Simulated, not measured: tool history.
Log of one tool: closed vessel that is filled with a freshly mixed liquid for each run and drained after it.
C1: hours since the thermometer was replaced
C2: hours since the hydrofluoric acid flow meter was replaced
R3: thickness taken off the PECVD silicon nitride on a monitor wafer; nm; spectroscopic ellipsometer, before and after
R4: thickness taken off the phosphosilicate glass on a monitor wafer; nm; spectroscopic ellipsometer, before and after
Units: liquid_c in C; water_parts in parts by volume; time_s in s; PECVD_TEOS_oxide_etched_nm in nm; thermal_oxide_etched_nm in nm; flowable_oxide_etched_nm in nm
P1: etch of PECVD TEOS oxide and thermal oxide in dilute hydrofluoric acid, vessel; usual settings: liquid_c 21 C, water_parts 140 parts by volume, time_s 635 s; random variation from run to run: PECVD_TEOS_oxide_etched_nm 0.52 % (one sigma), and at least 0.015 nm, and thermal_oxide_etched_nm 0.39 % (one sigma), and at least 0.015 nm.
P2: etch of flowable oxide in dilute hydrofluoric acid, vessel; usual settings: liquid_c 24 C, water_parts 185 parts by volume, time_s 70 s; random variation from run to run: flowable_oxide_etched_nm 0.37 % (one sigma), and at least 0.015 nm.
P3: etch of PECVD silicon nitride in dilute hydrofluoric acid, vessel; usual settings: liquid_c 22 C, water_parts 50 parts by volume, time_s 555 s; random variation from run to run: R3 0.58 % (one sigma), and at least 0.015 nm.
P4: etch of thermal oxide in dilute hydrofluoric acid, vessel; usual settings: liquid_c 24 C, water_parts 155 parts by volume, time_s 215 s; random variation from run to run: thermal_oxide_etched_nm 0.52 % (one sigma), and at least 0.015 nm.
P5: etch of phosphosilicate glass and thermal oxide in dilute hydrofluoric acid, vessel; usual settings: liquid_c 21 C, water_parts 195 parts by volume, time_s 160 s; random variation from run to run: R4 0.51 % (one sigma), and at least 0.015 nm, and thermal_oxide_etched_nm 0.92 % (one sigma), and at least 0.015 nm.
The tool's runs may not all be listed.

run 1 day=0.483 | process=P1 liquid_c=21 water_parts=140 time_s=635 | C1=534.2 C2=1210.9 | PECVD_TEOS_oxide_etched_nm=53.324 thermal_oxide_etched_nm=18.203
run 2 day=0.842 | process=P3 liquid_c=22 water_parts=50 time_s=305 | C1=542.8 C2=1219.5 | R3=9.6744
run 3 day=1.283 | process=P3 liquid_c=22 water_parts=50 time_s=555 | C1=553.4 C2=1230.1 | R3=17.899
run 4 day=1.538 | process=P1 liquid_c=21 water_parts=140 time_s=635 | C1=559.5 C2=1236.2 | PECVD_TEOS_oxide_etched_nm=53.58 thermal_oxide_etched_nm=18.104
run 5 day=1.892 | process=P1 liquid_c=25 water_parts=140 time_s=220 | C1=568 C2=1244.7 | PECVD_TEOS_oxide_etched_nm=21.699 thermal_oxide_etched_nm=7.4104
run 6 day=2.204 | process=P1 liquid_c=21 water_parts=140 time_s=65 | C1=575.5 C2=1252.2 | PECVD_TEOS_oxide_etched_nm=5.4922 thermal_oxide_etched_nm=1.885
run 7 day=2.725 | process=P5 liquid_c=21 water_parts=195 time_s=250 | C1=588 C2=1264.7 | thermal_oxide_etched_nm=4.633 R4=60.881
run 8 day=3.208 | process=P4 liquid_c=24 water_parts=155 time_s=215 | C1=599.6 C2=1276.3 | thermal_oxide_etched_nm=6.2839
run 9 day=3.646 | process=P1 liquid_c=29 water_parts=140 time_s=635 | C1=610.1 C2=1286.8 | PECVD_TEOS_oxide_etched_nm=72.595 thermal_oxide_etched_nm=24.904
run 10 day=4.062 | process=P4 liquid_c=24 water_parts=155 time_s=215 | C1=620.1 C2=1296.8 | thermal_oxide_etched_nm=6.2791
run 11 day=4.45 | process=P1 liquid_c=21 water_parts=140 time_s=635 | C1=629.4 C2=1306.1 | PECVD_TEOS_oxide_etched_nm=53.698 thermal_oxide_etched_nm=18.209
run 12 day=4.85 | process=P2 liquid_c=24 water_parts=185 time_s=135 | C1=639 C2=1315.7 | flowable_oxide_etched_nm=28.343
run 13 day=5.233 | process=P1 liquid_c=21 water_parts=210 time_s=635 | C1=648.2 C2=1324.9 | PECVD_TEOS_oxide_etched_nm=33.164 thermal_oxide_etched_nm=11.261
run 14 day=5.675 | process=P3 liquid_c=22 water_parts=85 time_s=555 | C1=658.8 C2=1335.5 | R3=10.445
run 15 day=6.146 | process=P1 liquid_c=21 water_parts=140 time_s=635 | C1=670.1 C2=1346.8 | PECVD_TEOS_oxide_etched_nm=53.398 thermal_oxide_etched_nm=18.402
run 16 day=6.6 | process=P1 liquid_c=17 water_parts=140 time_s=635 | C1=681 C2=1357.7 | PECVD_TEOS_oxide_etched_nm=45.431 thermal_oxide_etched_nm=15.471
run 17 day=7 | process=P4 liquid_c=17.5 water_parts=155 time_s=215 | C1=690.6 C2=1367.3 | thermal_oxide_etched_nm=4.862
run 18 day=7.35 | process=P4 liquid_c=24 water_parts=155 time_s=75 | C1=699 C2=1375.7 | thermal_oxide_etched_nm=2.2185
run 19 day=7.621 | process=P1 liquid_c=17 water_parts=40 time_s=635 | C1=705.5 C2=1382.2 | PECVD_TEOS_oxide_etched_nm=178.21 thermal_oxide_etched_nm=60.739
run 20 day=7.896 | process=P5 liquid_c=21 water_parts=195 time_s=160 | C1=712.1 C2=1388.8 | thermal_oxide_etched_nm=2.9192 R4=38.713
run 21 day=8.388 | process=P3 liquid_c=22 water_parts=50 time_s=555 | C1=723.9 C2=1400.6 | R3=17.798
run 22 day=8.825 | process=P5 liquid_c=17 water_parts=195 time_s=160 | C1=734.4 C2=1411.1 | thermal_oxide_etched_nm=2.5183 R4=33.082
run 23 day=9.342 | process=P2 liquid_c=20 water_parts=185 time_s=70 | C1=746.8 C2=1423.5 | flowable_oxide_etched_nm=12.663
run 24 day=9.7 | process=P2 liquid_c=24 water_parts=310 time_s=70 | C1=755.4 C2=1432.1 | flowable_oxide_etched_nm=7.7485
run 25 day=10.012 | process=P2 liquid_c=24 water_parts=185 time_s=70 | C1=762.9 C2=1439.6 | flowable_oxide_etched_nm=14.681
run 26 day=10.338 | process=P1 liquid_c=21 water_parts=140 time_s=1095 | C1=770.7 C2=1447.4 | PECVD_TEOS_oxide_etched_nm=93.044 thermal_oxide_etched_nm=31.531
run 27 day=10.846 | process=P3 liquid_c=18 water_parts=50 time_s=555 | C1=782.9 C2=1459.6 | R3=13.402
run 28 day=11.362 | process=P1 liquid_c=21 water_parts=70 time_s=635 | C1=795.3 C2=1472 | PECVD_TEOS_oxide_etched_nm=116.56 thermal_oxide_etched_nm=39.508
run 29 day=11.642 | process=P5 liquid_c=21 water_parts=195 time_s=160 | C1=802 C2=1478.7 | thermal_oxide_etched_nm=2.9999 R4=38.873
run 30 day=12.067 | process=P4 liquid_c=24 water_parts=30 time_s=215 | C1=812.2 C2=1488.9 | thermal_oxide_etched_nm=37.896
run 31 day=12.433 | process=P1 liquid_c=21 water_parts=140 time_s=635 | C1=821 C2=1497.7 | PECVD_TEOS_oxide_etched_nm=53.82 thermal_oxide_etched_nm=18.204
run 32 day=12.892 | process=P1 liquid_c=17.5 water_parts=140 time_s=945 | C1=832 C2=1508.7 | PECVD_TEOS_oxide_etched_nm=68.971 thermal_oxide_etched_nm=23.617
run 33 day=13.233 | process=P5 liquid_c=21 water_parts=50 time_s=160 | C1=840.2 C2=1516.9 | thermal_oxide_etched_nm=13.731 R4=176.85
run 34 day=13.583 | process=P1 liquid_c=21 water_parts=140 time_s=635 | C1=848.6 C2=1525.3 | PECVD_TEOS_oxide_etched_nm=53.566 thermal_oxide_etched_nm=18.304
run 35 day=13.992 | process=P1 liquid_c=21 water_parts=140 time_s=635 | C1=858.4 C2=1535.1 | PECVD_TEOS_oxide_etched_nm=53.77 thermal_oxide_etched_nm=18.269
run 36 day=14.296 | process=P1 liquid_c=21 water_parts=140 time_s=635 | C1=865.7 C2=1542.4 | PECVD_TEOS_oxide_etched_nm=55.445 thermal_oxide_etched_nm=19.017
run 37 day=14.854 | process=P1 liquid_c=21 water_parts=140 time_s=635 | C1=879.1 C2=1555.8 | PECVD_TEOS_oxide_etched_nm=57.226 thermal_oxide_etched_nm=19.406
run 38 day=15.138 | process=P1 liquid_c=21 water_parts=140 time_s=635 | C1=885.9 C2=1562.6 | PECVD_TEOS_oxide_etched_nm=57.956 thermal_oxide_etched_nm=19.572
run 39 day=15.396 | process=P1 liquid_c=21 water_parts=140 time_s=635 | C1=892.1 C2=1568.8 | PECVD_TEOS_oxide_etched_nm=57.71 thermal_oxide_etched_nm=19.646
run 40 day=15.696 | process=P1 liquid_c=21 water_parts=140 time_s=635 | C1=899.3 C2=1576 | PECVD_TEOS_oxide_etched_nm=57.765 thermal_oxide_etched_nm=19.771
run 41 day=16.188 | process=P1 liquid_c=21 water_parts=140 time_s=635 | C1=911.1 C2=1587.8 | PECVD_TEOS_oxide_etched_nm=57.953 thermal_oxide_etched_nm=19.86

What P1 gives has crept away from where it was. These 2 causes fit the log equally well, each at the size given:
A: hydrofluoric acid flow above the setpoint (%) = 7.37
B: liquid hotter than its thermometer reads (K) = 2.08
The creep began at about day 13.992.

4 check runs are offered, one wafer each, their results left as question marks. Which one tells the causes apart?
run check 1 day=16.679 | process=P3 liquid_c=22 water_parts=50 time_s=555 | R3=?
run check 2 day=16.679 | process=P5 liquid_c=21 water_parts=195 time_s=160 | thermal_oxide_etched_nm=? R4=?
run check 3 day=16.679 | process=P2 liquid_c=24 water_parts=185 time_s=70 | flowable_oxide_etched_nm=?
run check 4 day=16.679 | process=P4 liquid_c=24 water_parts=155 time_s=215 | thermal_oxide_etched_nm=?

What each check would give under each cause:
check=check_1 result=R3 if_A=18.9 if_B=20.31
check=check_2 result=thermal_oxide_etched_nm if_A=3.2307 if_B=3.2115
check=check_2 result=R4 if_A=42.163 if_B=41.912
check=check_3 result=flowable_oxide_etched_nm if_A=16.001 if_B=15.868
check=check_4 result=thermal_oxide_etched_nm if_A=6.8251 if_B=6.7919
How far apart the two closest causes lie, in the result that separates them most: check 1 7.2 %; check 2 0.6 %; check 3 0.83 %; check 4 0.49 %
Only check 1 tells the causes apart: in the others they would give nearly the same result.

Check 1 was then run and gave: R3 20.232 nm. Which cause is it?

It is B: liquid hotter than its thermometer reads (K).
